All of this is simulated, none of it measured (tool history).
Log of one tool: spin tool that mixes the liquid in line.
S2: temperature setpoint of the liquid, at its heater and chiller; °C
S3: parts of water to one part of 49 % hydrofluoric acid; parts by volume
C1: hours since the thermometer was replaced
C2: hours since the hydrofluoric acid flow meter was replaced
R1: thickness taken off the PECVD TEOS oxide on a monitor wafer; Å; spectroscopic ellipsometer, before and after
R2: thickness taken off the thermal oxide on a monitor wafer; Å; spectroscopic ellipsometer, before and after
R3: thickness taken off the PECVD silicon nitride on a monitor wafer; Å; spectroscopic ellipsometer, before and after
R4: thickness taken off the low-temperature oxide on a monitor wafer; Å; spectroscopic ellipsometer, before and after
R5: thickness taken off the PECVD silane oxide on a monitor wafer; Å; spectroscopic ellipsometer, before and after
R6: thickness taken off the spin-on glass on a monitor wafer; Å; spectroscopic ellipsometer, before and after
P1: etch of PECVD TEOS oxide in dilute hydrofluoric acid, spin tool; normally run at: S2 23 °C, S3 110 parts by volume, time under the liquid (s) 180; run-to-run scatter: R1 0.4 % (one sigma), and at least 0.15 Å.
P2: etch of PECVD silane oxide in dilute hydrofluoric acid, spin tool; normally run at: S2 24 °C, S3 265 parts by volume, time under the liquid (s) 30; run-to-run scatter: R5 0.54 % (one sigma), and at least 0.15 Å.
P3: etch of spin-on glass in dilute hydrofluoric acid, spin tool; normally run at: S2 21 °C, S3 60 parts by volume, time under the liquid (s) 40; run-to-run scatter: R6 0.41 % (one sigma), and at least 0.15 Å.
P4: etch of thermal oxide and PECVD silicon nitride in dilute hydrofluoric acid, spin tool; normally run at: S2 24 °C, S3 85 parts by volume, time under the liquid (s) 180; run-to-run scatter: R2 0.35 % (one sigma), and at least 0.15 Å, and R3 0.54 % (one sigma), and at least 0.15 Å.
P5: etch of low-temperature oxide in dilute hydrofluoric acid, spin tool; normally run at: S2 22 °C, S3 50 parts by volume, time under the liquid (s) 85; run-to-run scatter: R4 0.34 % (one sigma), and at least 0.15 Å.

{"run": 1, "hour": 7.5, "process that ran": "P1", "S2": 23, "S3": 110, "time under the liquid (s)": 180, "C1": 85.2, "C2": 187.5, "R1": 322.7}
{"run": 2, "hour": 19.2, "process that ran": "P1", "S2": 18, "S3": 110, "time under the liquid (s)": 180, "C1": 96.9, "C2": 199.2, "R1": 266.85}
{"run": 3, "hour": 33.3, "process that ran": "P4", "S2": 24, "S3": 150, "time under the liquid (s)": 180, "C1": 111, "C2": 213.3, "R2": 53.498, "R3": 56.715}
{"run": 4, "hour": 41.5, "process that ran": "P5", "S2": 22, "S3": 50, "time under the liquid (s)": 20, "C1": 119.2, "C2": 221.5, "R4": 95.498}
{"run": 5, "hour": 49.2, "process that ran": "P2", "S2": 24, "S3": 265, "time under the liquid (s)": 30, "C1": 126.9, "C2": 229.2, "R5": 36.752}
{"run": 6, "hour": 60.5, "process that ran": "P1", "S2": 23, "S3": 110, "time under the liquid (s)": 180, "C1": 138.2, "C2": 240.5, "R1": 326.13}
{"run": 7, "hour": 73.1, "process that ran": "P1", "S2": 23, "S3": 110, "time under the liquid (s)": 180, "C1": 150.8, "C2": 253.1, "R1": 325.14}
{"run": 8, "hour": 80.4, "process that ran": "P3", "S2": 21, "S3": 85, "time under the liquid (s)": 40, "C1": 158.1, "C2": 260.4, "R6": 296.07}
{"run": 9, "hour": 87.5, "process that ran": "P4", "S2": 29.5, "S3": 85, "time under the liquid (s)": 180, "C1": 165.2, "C2": 267.5, "R2": 127.07, "R3": 142.62}
{"run": 10, "hour": 98.1, "process that ran": "P3", "S2": 21, "S3": 60, "time under the liquid (s)": 80, "C1": 175.8, "C2": 278.1, "R6": 859.54}
{"run": 11, "hour": 107.1, "process that ran": "P1", "S2": 23, "S3": 110, "time under the liquid (s)": 180, "C1": 184.8, "C2": 287.1, "R1": 326.31}
{"run": 12, "hour": 116.1, "process that ran": "P1", "S2": 23, "S3": 110, "time under the liquid (s)": 180, "C1": 193.8, "C2": 296.1, "R1": 325.34}
{"run": 13, "hour": 128.3, "process that ran": "P3", "S2": 21, "S3": 60, "time under the liquid (s)": 40, "C1": 206, "C2": 308.3, "R6": 431.06}
{"run": 14, "hour": 144.4, "process that ran": "P4", "S2": 24, "S3": 85, "time under the liquid (s)": 180, "C1": 222.1, "C2": 324.4, "R2": 102.53, "R3": 98.989}
{"run": 15, "hour": 158.2, "process that ran": "P5", "S2": 22, "S3": 90, "time under the liquid (s)": 85, "C1": 235.9, "C2": 338.2, "R4": 214.77}
{"run": 16, "hour": 167.0, "process that ran": "P1", "S2": 23, "S3": 185, "time under the liquid (s)": 20, "C1": 244.7, "C2": 347, "R1": 19.423}
{"run": 17, "hour": 181.1, "process that ran": "P1", "S2": 23, "S3": 110, "time under the liquid (s)": 95, "C1": 258.8, "C2": 361.1, "R1": 169.97}
{"run": 18, "hour": 197.1, "process that ran": "P4", "S2": 24, "S3": 85, "time under the liquid (s)": 300, "C1": 274.8, "C2": 377.1, "R2": 170.36, "R3": 165.19}
{"run": 19, "hour": 210.0, "process that ran": "P1", "S2": 27.5, "S3": 110, "time under the liquid (s)": 180, "C1": 287.7, "C2": 390, "R1": 384.7}
{"run": 20, "hour": 222.5, "process that ran": "P1", "S2": 23, "S3": 110, "time under the liquid (s)": 180, "C1": 300.2, "C2": 402.5, "R1": 327.06}
{"run": 21, "hour": 238.6, "process that ran": "P1", "S2": 17, "S3": 110, "time under the liquid (s)": 290, "C1": 316.3, "C2": 418.6, "R1": 410.32}
{"run": 22, "hour": 247.6, "process that ran": "P3", "S2": 21, "S3": 60, "time under the liquid (s)": 40, "C1": 325.3, "C2": 427.6, "R6": 429.7}
{"run": 23, "hour": 261.6, "process that ran": "P1", "S2": 23, "S3": 190, "time under the liquid (s)": 180, "C1": 339.3, "C2": 441.6, "R1": 173.15}
{"run": 24, "hour": 276.8, "process that ran": "P1", "S2": 30, "S3": 110, "time under the liquid (s)": 285, "C1": 354.5, "C2": 456.8, "R1": 681.36}
{"run": 25, "hour": 287.4, "process that ran": "P1", "S2": 23, "S3": 110, "time under the liquid (s)": 270, "C1": 365.1, "C2": 467.4, "R1": 485.5}
{"run": 26, "hour": 295.5, "process that ran": "P2", "S2": 24, "S3": 395, "time under the liquid (s)": 30, "C1": 373.2, "C2": 475.5, "R5": 22.273}
{"run": 27, "hour": 306.6, "process that ran": "P5", "S2": 18.5, "S3": 50, "time under the liquid (s)": 85, "C1": 384.3, "C2": 486.6, "R4": 349.03}
{"run": 28, "hour": 322.1, "process that ran": "P2", "S2": 24, "S3": 265, "time under the liquid (s)": 50, "C1": 399.8, "C2": 502.1, "R5": 61.617}
{"run": 29, "hour": 332.9, "process that ran": "P3", "S2": 17, "S3": 60, "time under the liquid (s)": 40, "C1": 410.6, "C2": 512.9, "R6": 362.24}
{"run": 30, "hour": 348.1, "process that ran": "P1", "S2": 23, "S3": 50, "time under the liquid (s)": 180, "C1": 425.8, "C2": 528.1, "R1": 767.08}
{"run": 31, "hour": 360.9, "process that ran": "P2", "S2": 17, "S3": 265, "time under the liquid (s)": 30, "C1": 438.6, "C2": 540.9, "R5": 28.661}
{"run": 32, "hour": 369.9, "process that ran": "P5", "S2": 22, "S3": 50, "time under the liquid (s)": 85, "C1": 447.6, "C2": 549.9, "R4": 402.08}
{"run": 33, "hour": 377.8, "process that ran": "P1", "S2": 23, "S3": 110, "time under the liquid (s)": 180, "C1": 455.5, "C2": 557.8, "R1": 326.29}
{"run": 34, "hour": 385.5, "process that ran": "P1", "S2": 23, "S3": 110, "time under the liquid (s)": 180, "C1": 463.2, "C2": 565.5, "R1": 317.95}
{"run": 35, "hour": 400.5, "process that ran": "P1", "S2": 23, "S3": 110, "time under the liquid (s)": 180, "C1": 478.2, "C2": 580.5, "R1": 309.19}
{"run": 36, "hour": 414.2, "process that ran": "P1", "S2": 23, "S3": 110, "time under the liquid (s)": 180, "C1": 491.9, "C2": 594.2, "R1": 304.42}
{"run": 37, "hour": 423.8, "process that ran": "P1", "S2": 23, "S3": 110, "time under the liquid (s)": 180, "C1": 501.5, "C2": 603.8, "R1": 303.61}
{"run": 38, "hour": 432.6, "process that ran": "P1", "S2": 23, "S3": 110, "time under the liquid (s)": 180, "C1": 510.3, "C2": 612.6, "R1": 302.77}
{"run": 39, "hour": 442.1, "process that ran": "P1", "S2": 23, "S3": 110, "time under the liquid (s)": 180, "C1": 519.8, "C2": 622.1, "R1": 301.33}
{"run": 40, "hour": 456.1, "process that ran": "P1", "S2": 23, "S3": 110, "time under the liquid (s)": 180, "C1": 533.8, "C2": 636.1, "R1": 301.94}

What P1 gives has crept away from where it was. These 2 causes fit the log equally well, each at the size given:
A: liquid colder than its thermometer reads (K) = 1.92
B: hydrofluoric acid flow below the setpoint (%) = 6.54
The creep began at about hour 377.8.

4 check runs are offered, one wafer each, their results left as question marks. Which one tells the causes apart?
{"run": "check 1", "hour": 470.1, "process that ran": "P5", "S2": 22, "S3": 70, "time under the liquid (s)": 85, "R4": "?"}
{"run": "check 2", "hour": 470.1, "process that ran": "P2", "S2": 17, "S3": 265, "time under the liquid (s)": 45, "R5": "?"}
{"run": "check 3", "hour": 470.1, "process that ran": "P3", "S2": 17, "S3": 85, "time under the liquid (s)": 40, "R6": "?"}
{"run": "check 4", "hour": 470.1, "process that ran": "P4", "S2": 28, "S3": 85, "time under the liquid (s)": 285, "R2": "?", "R3": "?"}

What each check would give under each cause:
check=check_1 result=R4 if_A=260.66 if_B=262.26
check=check_2 result=R5 if_A=40.02 if_B=39.677
check=check_3 result=R6 if_A=229.98 if_B=231.93
check=check_4 result=R2 if_A=176.2 if_B=176.03
check=check_4 result=R3 if_A=180.13 if_B=190.68
How far apart the two closest causes lie, in the result that separates them most: check 1 0.61 %; check 2 0.86 %; check 3 0.84 %; check 4 5.69 %
Check 4 tells the causes apart: in the others they would give nearly the same result.

Check 4 was then run and gave: R2 175.79 Å; R3 189.58 Å. Which cause is it?

It is B: hydrofluoric acid flow below the setpoint (%).
